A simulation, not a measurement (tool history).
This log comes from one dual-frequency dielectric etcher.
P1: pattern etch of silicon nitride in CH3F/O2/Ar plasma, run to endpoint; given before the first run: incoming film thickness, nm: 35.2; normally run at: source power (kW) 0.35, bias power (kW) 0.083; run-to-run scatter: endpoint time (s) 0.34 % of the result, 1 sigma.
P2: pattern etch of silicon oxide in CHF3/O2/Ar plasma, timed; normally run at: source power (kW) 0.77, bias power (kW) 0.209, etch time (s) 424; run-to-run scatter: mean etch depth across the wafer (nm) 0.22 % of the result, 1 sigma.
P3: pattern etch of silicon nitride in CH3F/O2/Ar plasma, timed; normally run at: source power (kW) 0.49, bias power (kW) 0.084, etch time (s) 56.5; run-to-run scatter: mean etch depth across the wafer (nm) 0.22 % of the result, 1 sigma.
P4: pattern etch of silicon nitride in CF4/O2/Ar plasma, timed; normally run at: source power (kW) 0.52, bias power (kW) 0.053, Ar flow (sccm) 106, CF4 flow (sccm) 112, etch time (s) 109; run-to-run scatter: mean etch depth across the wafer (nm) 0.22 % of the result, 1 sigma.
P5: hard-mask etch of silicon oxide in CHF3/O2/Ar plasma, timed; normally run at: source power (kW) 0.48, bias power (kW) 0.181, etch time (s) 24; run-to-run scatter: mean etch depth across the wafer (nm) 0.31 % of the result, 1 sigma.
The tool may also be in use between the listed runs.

run    day  process that ran  source power (kW)  bias power (kW)  etch time (s)  Ar flow (sccm)  CF4 flow (sccm)  endpoint time (s)  mean etch depth across the wafer (nm)
  1  0.133                P1               0.35            0.083                                                             50.184
  2  0.412                P1               0.35            0.057                                                             57.092
  3  0.671                P2               0.77            0.143            424                                                                                     877.45
  4  0.954                P4               0.52            0.033            109             106              112                                                    186.39
     0.996  -- bias power generator calibrated
  5  1.133                P1               0.35            0.083                                                             50.294
  6  1.296                P4               0.52            0.053            109             106              112                                                    219.67
  7  1.512                P1               0.26            0.058                                                             63.752
  8    1.8                P4               0.52            0.053          155.5             106              112                                                    314.94
  9  2.004                P3               0.49            0.084           56.5                                                                                     45.927
 10  2.292                P2               0.77            0.209            424                                                                                     994.61
 11  2.438                P2               0.47            0.209            424                                                                                     821.87
 12    2.6                P4               0.68            0.053            109             106              112                                                    278.07
 13  2.862                P5               0.48            0.254             24                                                                                     48.907
 14  3.133                P1               0.27            0.083                                                             54.967
 15  3.308                P4               0.52            0.053            109              71              112                                                    230.13
 16  3.462                P1               0.48            0.083                                                             44.795
 17  3.642                P1               0.35              0.1                                                             47.098
 18    3.9                P1               0.41            0.104                                                             43.899
 19  4.038                P5               0.48            0.181             16                                                                                      28.97
 20  4.304                P1               0.35            0.083                                                             50.322
 21  4.438                P4               0.52            0.053            109             106              112                                                    220.26
 22  4.662                P1               0.35            0.083                                                              50.25
 23  4.929                P2               0.77            0.209            564                                                                                     1318.3
 24  5.171                P3               0.49            0.119           56.5                                                                                     52.215
 25    5.3                P3               0.49            0.084           77.5                                                                                     63.339
 26  5.567                P5               0.37            0.181             24                                                                                      39.22
 27  5.842                P3               0.37            0.084           56.5                                                                                     41.366
 28  6.012                P1               0.35            0.083                                                             50.452
 29  6.162                P5               0.48            0.181             24                                                                                     43.343
 30    6.4                P4               0.52            0.053            109             106              150                                                    228.51
 31  6.629                P1               0.35            0.083                                                             50.715
 32  6.821                P1               0.35            0.083                                                             50.217
 33  7.104                P1               0.35            0.083                                                             50.932
 34  7.229                P1               0.35            0.083                                                             50.916
 35  7.358                P1               0.35            0.083                                                             51.303
 36  7.538                P1               0.35            0.083                                                             51.309
 37  7.721                P1               0.35            0.083                                                             51.079
     7.742  -- wet clean of the chamber
 38  7.854                P1               0.35            0.083                                                             51.292
 39  8.129                P1               0.35            0.083                                                              51.09

What P1 gives has crept off from where it sat before. The 2 causes that follow fit the log equally well, each at the size noted:
A: bias power that arrives under what is set, % = 4.65
B: source power that arrives under what is set, % = 4.41
The process output started creeping at around day 6.821.
All other causes, with the reason each is excluded:
chamber walls in a state that lowers the etch rate, %: maintenance at day 7.742, after the shift began, did not return the process to its former output

Each of the 4 check runs below uses one wafer; its results are left as question marks. Which run tells the causes apart?
check 1  8.404                P2               0.59            0.145            424                                                                                          ?
check 2  8.404                P3               0.41            0.102           56.5                                                                                          ?
check 3  8.404                P4               0.52            0.045          131.5             106              112                                                         ?
check 4  8.404                P5               0.39            0.238             24                                                                                          ?

How each check would come out, cause by cause:
  check                                 result    if A    if B
check 1  mean etch depth across the wafer (nm)  783.23  781.49
check 2  mean etch depth across the wafer (nm)  45.445  45.475
check 3  mean etch depth across the wafer (nm)   246.3  240.87
check 4  mean etch depth across the wafer (nm)  43.302  43.319
Gap, in per cent, between the two causes that each check separates least, read from the result that separates them most: check 1 0.22 %; check 2 0.07 %; check 3 2.23 %; check 4 0.04 %
The causes can be told apart only by check 3. The other checks would give nearly the same results under each of them.

The results of check 3 are: mean etch depth across the wafer (nm) 241.5. Based on these, which of the listed causes is it?

B is the cause: source power that arrives under what is set, %.

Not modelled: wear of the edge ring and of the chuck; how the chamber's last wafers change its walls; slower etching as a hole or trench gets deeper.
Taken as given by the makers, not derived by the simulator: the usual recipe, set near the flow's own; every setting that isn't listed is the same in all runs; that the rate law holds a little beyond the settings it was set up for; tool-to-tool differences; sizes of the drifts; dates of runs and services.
